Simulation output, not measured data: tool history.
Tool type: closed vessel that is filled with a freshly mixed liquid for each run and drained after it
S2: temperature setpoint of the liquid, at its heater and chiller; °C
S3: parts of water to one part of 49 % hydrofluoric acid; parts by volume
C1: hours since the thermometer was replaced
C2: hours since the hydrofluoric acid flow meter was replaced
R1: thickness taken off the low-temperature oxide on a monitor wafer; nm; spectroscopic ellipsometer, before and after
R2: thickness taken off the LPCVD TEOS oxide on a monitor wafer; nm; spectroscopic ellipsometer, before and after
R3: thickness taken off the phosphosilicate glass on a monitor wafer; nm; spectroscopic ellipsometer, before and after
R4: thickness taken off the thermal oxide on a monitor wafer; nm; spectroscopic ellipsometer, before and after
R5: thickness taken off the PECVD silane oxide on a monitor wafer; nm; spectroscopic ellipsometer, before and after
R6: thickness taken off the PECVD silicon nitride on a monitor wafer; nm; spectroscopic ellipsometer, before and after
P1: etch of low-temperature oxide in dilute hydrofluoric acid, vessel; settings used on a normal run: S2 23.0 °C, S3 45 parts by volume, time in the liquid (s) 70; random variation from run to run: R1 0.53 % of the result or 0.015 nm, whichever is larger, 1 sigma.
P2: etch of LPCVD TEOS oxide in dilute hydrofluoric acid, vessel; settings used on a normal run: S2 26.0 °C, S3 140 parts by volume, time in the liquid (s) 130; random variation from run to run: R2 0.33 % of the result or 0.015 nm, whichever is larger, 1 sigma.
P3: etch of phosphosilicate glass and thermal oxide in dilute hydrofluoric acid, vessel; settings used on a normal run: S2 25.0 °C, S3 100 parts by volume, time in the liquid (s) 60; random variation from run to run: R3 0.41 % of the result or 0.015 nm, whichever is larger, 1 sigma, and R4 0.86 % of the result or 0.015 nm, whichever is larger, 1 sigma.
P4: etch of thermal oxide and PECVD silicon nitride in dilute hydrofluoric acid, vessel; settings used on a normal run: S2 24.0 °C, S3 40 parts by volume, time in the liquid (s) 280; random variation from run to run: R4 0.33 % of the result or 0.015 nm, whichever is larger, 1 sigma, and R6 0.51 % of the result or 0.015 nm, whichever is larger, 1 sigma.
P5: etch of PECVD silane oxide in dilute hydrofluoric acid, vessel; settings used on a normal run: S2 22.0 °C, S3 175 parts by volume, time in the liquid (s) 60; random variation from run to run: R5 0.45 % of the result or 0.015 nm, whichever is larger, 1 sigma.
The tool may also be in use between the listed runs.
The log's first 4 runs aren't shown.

run 5 day=3.242 | process_that_ran=P5 S2=22.0 S3=175 time_in_the_liquid_(s)=60 | C1=2245.8 C2=538.3 | R5=14.9250
run 6 day=3.650 | process_that_ran=P1 S2=23.0 S3=65 time_in_the_liquid_(s)=30 | C1=2255.6 C2=548.1 | R1=14.038
run 7 day=4.092 | process_that_ran=P1 S2=23.0 S3=45 time_in_the_liquid_(s)=70 | C1=2266.2 C2=558.7 | R1=47.733
run 8 day=4.800 | process_that_ran=P4 S2=24.0 S3=40 time_in_the_liquid_(s)=280 | C1=2283.2 C2=575.7 | R4=33.4390 R6=11.500
run 9 day=5.533 | process_that_ran=P1 S2=23.0 S3=45 time_in_the_liquid_(s)=30 | C1=2300.8 C2=593.3 | R1=20.573
run 10 day=6.329 | process_that_ran=P4 S2=32.5 S3=40 time_in_the_liquid_(s)=280 | C1=2319.9 C2=612.4 | R4=47.3090 R6=20.119
run 11 day=6.950 | process_that_ran=P4 S2=24.0 S3=40 time_in_the_liquid_(s)=555 | C1=2334.8 C2=627.3 | R4=66.0410 R6=22.867
run 12 day=7.417 | process_that_ran=P2 S2=26.0 S3=140 time_in_the_liquid_(s)=130 | C1=2346.0 C2=638.5 | R2=36.864
run 13 day=8.017 | process_that_ran=P1 S2=23.0 S3=45 time_in_the_liquid_(s)=130 | C1=2360.4 C2=652.9 | R1=89.072
run 14 day=8.512 | process_that_ran=P1 S2=23.0 S3=45 time_in_the_liquid_(s)=70 | C1=2372.3 C2=664.8 | R1=47.859
run 15 day=9.283 | process_that_ran=P5 S2=28.0 S3=175 time_in_the_liquid_(s)=60 | C1=2390.8 C2=683.3 | R5=18.9400
run 16 day=9.875 | process_that_ran=P4 S2=24.0 S3=20 time_in_the_liquid_(s)=280 | C1=2405.0 C2=697.5 | R4=68.5950 R6=22.362
run 17 day=10.354 | process_that_ran=P2 S2=26.0 S3=140 time_in_the_liquid_(s)=130 | C1=2416.5 C2=709.0 | R2=36.829
run 18 day=11.000 | process_that_ran=P3 S2=25.0 S3=160 time_in_the_liquid_(s)=60 | C1=2432.0 C2=724.5 | R3=50.002 R4=1.8516
run 19 day=11.654 | process_that_ran=P5 S2=22.0 S3=175 time_in_the_liquid_(s)=30 | C1=2447.7 C2=740.2 | R5=7.5647
run 20 day=12.346 | process_that_ran=P5 S2=22.0 S3=50 time_in_the_liquid_(s)=60 | C1=2464.3 C2=756.8 | R5=60.8260
run 21 day=12.742 | process_that_ran=P4 S2=24.0 S3=40 time_in_the_liquid_(s)=280 | C1=2473.8 C2=766.3 | R4=33.6040 R6=11.499

Run 22 is up next; what results do you expect?
run 22 day=13.538 | process_that_ran=P1 S2=23.0 S3=45 time_in_the_liquid_(s)=70 | C1=2492.9 C2=785.4 | R1=?

R1: 48.605 nm
